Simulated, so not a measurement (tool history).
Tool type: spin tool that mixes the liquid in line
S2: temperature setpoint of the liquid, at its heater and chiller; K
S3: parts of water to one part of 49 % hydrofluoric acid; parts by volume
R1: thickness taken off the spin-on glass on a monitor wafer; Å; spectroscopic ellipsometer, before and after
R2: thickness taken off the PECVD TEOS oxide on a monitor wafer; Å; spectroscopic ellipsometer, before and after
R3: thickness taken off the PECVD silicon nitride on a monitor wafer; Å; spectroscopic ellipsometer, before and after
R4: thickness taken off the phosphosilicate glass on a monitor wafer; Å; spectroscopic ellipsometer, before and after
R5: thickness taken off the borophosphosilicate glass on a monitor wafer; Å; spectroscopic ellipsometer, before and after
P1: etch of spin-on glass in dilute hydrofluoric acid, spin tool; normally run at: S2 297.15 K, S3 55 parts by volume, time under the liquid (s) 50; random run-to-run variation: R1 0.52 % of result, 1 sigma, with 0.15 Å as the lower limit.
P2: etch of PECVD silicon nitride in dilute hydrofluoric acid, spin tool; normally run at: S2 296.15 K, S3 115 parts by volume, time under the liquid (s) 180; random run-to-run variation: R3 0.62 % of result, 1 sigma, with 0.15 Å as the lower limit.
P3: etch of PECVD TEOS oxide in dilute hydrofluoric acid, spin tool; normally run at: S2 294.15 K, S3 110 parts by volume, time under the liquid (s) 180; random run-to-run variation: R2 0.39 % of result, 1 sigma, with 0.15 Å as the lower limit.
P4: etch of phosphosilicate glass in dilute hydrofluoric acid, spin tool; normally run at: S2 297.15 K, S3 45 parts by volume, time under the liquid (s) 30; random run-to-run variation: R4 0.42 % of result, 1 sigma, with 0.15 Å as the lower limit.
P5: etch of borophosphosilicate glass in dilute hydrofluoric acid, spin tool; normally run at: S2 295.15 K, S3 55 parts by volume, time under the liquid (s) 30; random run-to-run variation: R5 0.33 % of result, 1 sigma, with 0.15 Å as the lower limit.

run 1 hour=15.7 | process_that_ran=P1 S2=297.15 S3=55 time_under_the_liquid_(s)=50 | R1=298.34
run 2 hour=29.3 | process_that_ran=P1 S2=297.15 S3=55 time_under_the_liquid_(s)=20 | R1=118.01
run 3 hour=38.0 | process_that_ran=P1 S2=297.15 S3=55 time_under_the_liquid_(s)=50 | R1=296.51
run 4 hour=51.4 | process_that_ran=P1 S2=297.15 S3=55 time_under_the_liquid_(s)=50 | R1=294.27
run 5 hour=61.8 | process_that_ran=P3 S2=294.15 S3=110 time_under_the_liquid_(s)=180 | R2=121.150
run 6 hour=76.5 | process_that_ran=P1 S2=297.15 S3=55 time_under_the_liquid_(s)=80 | R1=473.46
run 7 hour=85.8 | process_that_ran=P1 S2=304.15 S3=55 time_under_the_liquid_(s)=85 | R1=665.14
run 8 hour=96.3 | process_that_ran=P1 S2=290.15 S3=55 time_under_the_liquid_(s)=50 | R1=219.32
run 9 hour=111.5 | process_that_ran=P3 S2=294.15 S3=110 time_under_the_liquid_(s)=15 | R2=10.183
run 10 hour=126.2 | process_that_ran=P2 S2=296.15 S3=115 time_under_the_liquid_(s)=180 | R3=41.035
run 11 hour=139.5 | process_that_ran=P2 S2=296.15 S3=115 time_under_the_liquid_(s)=355 | R3=80.206
run 12 hour=156.6 | process_that_ran=P1 S2=297.15 S3=55 time_under_the_liquid_(s)=50 | R1=295.30
run 13 hour=165.8 | process_that_ran=P3 S2=294.15 S3=50 time_under_the_liquid_(s)=180 | R2=283.720
run 14 hour=175.4 | process_that_ran=P1 S2=297.15 S3=20 time_under_the_liquid_(s)=50 | R1=851.57
run 15 hour=192.2 | process_that_ran=P3 S2=294.15 S3=110 time_under_the_liquid_(s)=180 | R2=121.210
run 16 hour=205.6 | process_that_ran=P4 S2=297.15 S3=45 time_under_the_liquid_(s)=30 | R4=411.24
run 17 hour=218.5 | process_that_ran=P5 S2=295.15 S3=55 time_under_the_liquid_(s)=15 | R5=129.95
run 18 hour=235.6 | process_that_ran=P1 S2=297.15 S3=55 time_under_the_liquid_(s)=50 | R1=292.29
run 19 hour=250.6 | process_that_ran=P5 S2=295.15 S3=80 time_under_the_liquid_(s)=30 | R5=173.80
run 20 hour=258.2 | process_that_ran=P1 S2=297.15 S3=95 time_under_the_liquid_(s)=50 | R1=162.55
run 21 hour=270.4 | process_that_ran=P1 S2=302.15 S3=55 time_under_the_liquid_(s)=50 | R1=360.52
run 22 hour=281.5 | process_that_ran=P2 S2=296.15 S3=30 time_under_the_liquid_(s)=180 | R3=150.260
run 23 hour=295.8 | process_that_ran=P1 S2=297.15 S3=55 time_under_the_liquid_(s)=50 | R1=297.76
run 24 hour=310.1 | process_that_ran=P5 S2=295.15 S3=55 time_under_the_liquid_(s)=30 | R5=262.15
run 25 hour=319.2 | process_that_ran=P1 S2=292.65 S3=55 time_under_the_liquid_(s)=95 | R1=466.83
run 26 hour=336.7 | process_that_ran=P2 S2=296.15 S3=115 time_under_the_liquid_(s)=180 | R3=40.878
run 27 hour=346.2 | process_that_ran=P1 S2=297.15 S3=55 time_under_the_liquid_(s)=50 | R1=296.76
run 28 hour=363.6 | process_that_ran=P5 S2=302.15 S3=55 time_under_the_liquid_(s)=30 | R5=347.04
run 29 hour=379.0 | process_that_ran=P3 S2=302.15 S3=110 time_under_the_liquid_(s)=180 | R2=165.680
run 30 hour=395.0 | process_that_ran=P4 S2=297.15 S3=45 time_under_the_liquid_(s)=60 | R4=831.08
run 31 hour=411.2 | process_that_ran=P4 S2=290.15 S3=45 time_under_the_liquid_(s)=30 | R4=308.32
run 32 hour=420.2 | process_that_ran=P4 S2=297.15 S3=65 time_under_the_liquid_(s)=30 | R4=279.91
run 33 hour=429.1 | process_that_ran=P2 S2=290.15 S3=115 time_under_the_liquid_(s)=180 | R3=27.291
run 34 hour=439.3 | process_that_ran=P5 S2=295.15 S3=55 time_under_the_liquid_(s)=30 | R5=262.54
run 35 hour=451.5 | process_that_ran=P1 S2=297.15 S3=55 time_under_the_liquid_(s)=50 | R1=298.14
run 36 hour=465.2 | process_that_ran=P1 S2=297.15 S3=55 time_under_the_liquid_(s)=50 | R1=304.94
run 37 hour=473.0 | process_that_ran=P1 S2=297.15 S3=55 time_under_the_liquid_(s)=50 | R1=308.46
run 38 hour=485.7 | process_that_ran=P1 S2=297.15 S3=55 time_under_the_liquid_(s)=50 | R1=310.09
run 39 hour=502.8 | process_that_ran=P1 S2=297.15 S3=55 time_under_the_liquid_(s)=50 | R1=314.91
run 40 hour=517.9 | process_that_ran=P1 S2=297.15 S3=55 time_under_the_liquid_(s)=50 | R1=313.87
run 41 hour=533.2 | process_that_ran=P1 S2=297.15 S3=55 time_under_the_liquid_(s)=50 | R1=316.95
run 42 hour=543.4 | process_that_ran=P1 S2=297.15 S3=55 time_under_the_liquid_(s)=50 | R1=317.20
run 43 hour=552.4 | process_that_ran=P1 S2=297.15 S3=55 time_under_the_liquid_(s)=50 | R1=319.43
run 44 hour=569.9 | process_that_ran=P1 S2=297.15 S3=55 time_under_the_liquid_(s)=50 | R1=317.30

What P1 gives has crept away from where it was. These 2 causes fit the log equally well, each at the size given:
A: liquid hotter than its thermometer reads (K) = 1.72
B: hydrofluoric acid flow above the setpoint (%) = 6.77
The creep began at about hour 451.5.

Which of the 4 check runs listed below, each an average over 2 wafers with its results shown as question marks, gives clearly different results under the different listed causes?
run check 1 hour=587.4 | process_that_ran=P4 S2=297.15 S3=45 time_under_the_liquid_(s)=30 | R4=?
run check 2 hour=587.4 | process_that_ran=P5 S2=295.15 S3=55 time_under_the_liquid_(s)=30 | R5=?
run check 3 hour=587.4 | process_that_ran=P2 S2=296.15 S3=115 time_under_the_liquid_(s)=180 | R3=?
run check 4 hour=587.4 | process_that_ran=P3 S2=294.15 S3=110 time_under_the_liquid_(s)=180 | R2=?

What each check would give under each cause:
check=check_1 result=R4 if_A=444.44 if_B=443.83
check=check_2 result=R5 if_A=281.30 if_B=280.96
check=check_3 result=R3 if_A=45.506 if_B=43.362
check=check_4 result=R2 if_A=129.830 if_B=130.400
Separation of the two closest causes in each check, using whichever result separates them best: check 1 0.14 %; check 2 0.12 %; check 3 4.83 %; check 4 0.44 %
The other checks would show nearly matching results whichever cause is true, so check 3 is the only one that separates the causes.

Running check 3 produced the following: R3 45.386 Å. Which one of the listed causes fits?

The correct cause is A, namely: liquid hotter than its thermometer reads (K).

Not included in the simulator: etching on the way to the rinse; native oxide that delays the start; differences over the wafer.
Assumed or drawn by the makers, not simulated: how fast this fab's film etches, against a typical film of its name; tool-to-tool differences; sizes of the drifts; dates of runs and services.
